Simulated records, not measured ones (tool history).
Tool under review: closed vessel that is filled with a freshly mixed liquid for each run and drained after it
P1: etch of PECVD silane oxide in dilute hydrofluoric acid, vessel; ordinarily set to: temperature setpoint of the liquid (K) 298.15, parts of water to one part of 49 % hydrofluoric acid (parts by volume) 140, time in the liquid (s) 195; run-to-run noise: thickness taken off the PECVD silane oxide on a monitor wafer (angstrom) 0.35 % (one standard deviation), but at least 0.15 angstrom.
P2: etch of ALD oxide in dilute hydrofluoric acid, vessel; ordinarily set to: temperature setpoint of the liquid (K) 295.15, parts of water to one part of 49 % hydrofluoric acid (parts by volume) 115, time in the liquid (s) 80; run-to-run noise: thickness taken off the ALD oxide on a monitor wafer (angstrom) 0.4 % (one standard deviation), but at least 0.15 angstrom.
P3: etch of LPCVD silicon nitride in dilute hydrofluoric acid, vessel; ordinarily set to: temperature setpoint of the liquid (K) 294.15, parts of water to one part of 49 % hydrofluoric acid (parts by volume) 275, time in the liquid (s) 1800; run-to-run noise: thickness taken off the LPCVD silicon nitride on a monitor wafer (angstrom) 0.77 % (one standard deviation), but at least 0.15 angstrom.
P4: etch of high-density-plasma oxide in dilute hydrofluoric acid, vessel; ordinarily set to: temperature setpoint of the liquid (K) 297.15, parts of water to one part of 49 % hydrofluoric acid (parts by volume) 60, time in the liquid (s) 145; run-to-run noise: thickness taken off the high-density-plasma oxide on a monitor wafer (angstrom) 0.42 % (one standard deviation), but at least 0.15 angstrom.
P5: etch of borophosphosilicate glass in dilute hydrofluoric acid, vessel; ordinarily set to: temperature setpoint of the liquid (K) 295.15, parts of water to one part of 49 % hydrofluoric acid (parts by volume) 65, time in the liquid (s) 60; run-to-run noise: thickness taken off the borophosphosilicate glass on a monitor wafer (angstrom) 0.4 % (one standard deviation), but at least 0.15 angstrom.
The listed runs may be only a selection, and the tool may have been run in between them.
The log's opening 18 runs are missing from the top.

run     day  process that ran  temperature setpoint of the liquid (K)  parts of water to one part of 49 % hydrofluoric acid (parts by volume)  time in the liquid (s)  thickness taken off the PECVD silane oxide on a monitor wafer (angstrom)  thickness taken off the borophosphosilicate glass on a monitor wafer (angstrom)  thickness taken off the ALD oxide on a monitor wafer (angstrom)  thickness taken off the LPCVD silicon nitride on a monitor wafer (angstrom)  thickness taken off the high-density-plasma oxide on a monitor wafer (angstrom)
 19   6.829                P4                                  297.15                                                                      60                     145                                                                                                                                                                                                                                                                                                                                                                                    290.10
 20   7.308                P1                                  298.15                                                                     140                     195                                                                   222.070
 21   7.517                P3                                  294.15                                                                     275                    3250                                                                                                                                                                                                                                                                                                   57.703
 22   7.950                P5                                  303.15                                                                      65                      60                                                                                                                                                     617.95
 23   8.429                P1                                  301.65                                                                     200                     195                                                                   165.980
 24   8.842                P2                                  290.15                                                                     115                      80                                                                                                                                                                                                                      53.042
 25   9.092                P1                                  298.15                                                                     140                     195                                                                   221.940
 26   9.517                P5                                  295.15                                                                     115                      60                                                                                                                                                     238.94
 27   9.988                P4                                  297.15                                                                      60                     240                                                                                                                                                                                                                                                                                                                                                                                    481.74
 28  10.342                P1                                  298.15                                                                     140                     335                                                                   381.880
 29  10.704                P4                                  304.15                                                                      60                     145                                                                                                                                                                                                                                                                                                                                                                                    384.21
 30  11.029                P5                                  295.15                                                                      65                      60                                                                                                                                                     450.15
 31  11.475                P4                                  297.15                                                                      60                     145                                                                                                                                                                                                                                                                                                                                                                                    292.71
 32  11.717                P2                                  295.15                                                                     210                      80                                                                                                                                                                                                                      31.757

Run 33 comes next. What will it give?
 33  12.050                P4                                  297.15                                                                      80                     145                                                                                                                                                                                                                                                                                                                                                                                         ?

Run 33 produced thickness taken off the high-density-plasma oxide on a monitor wafer (angstrom) 212.91.
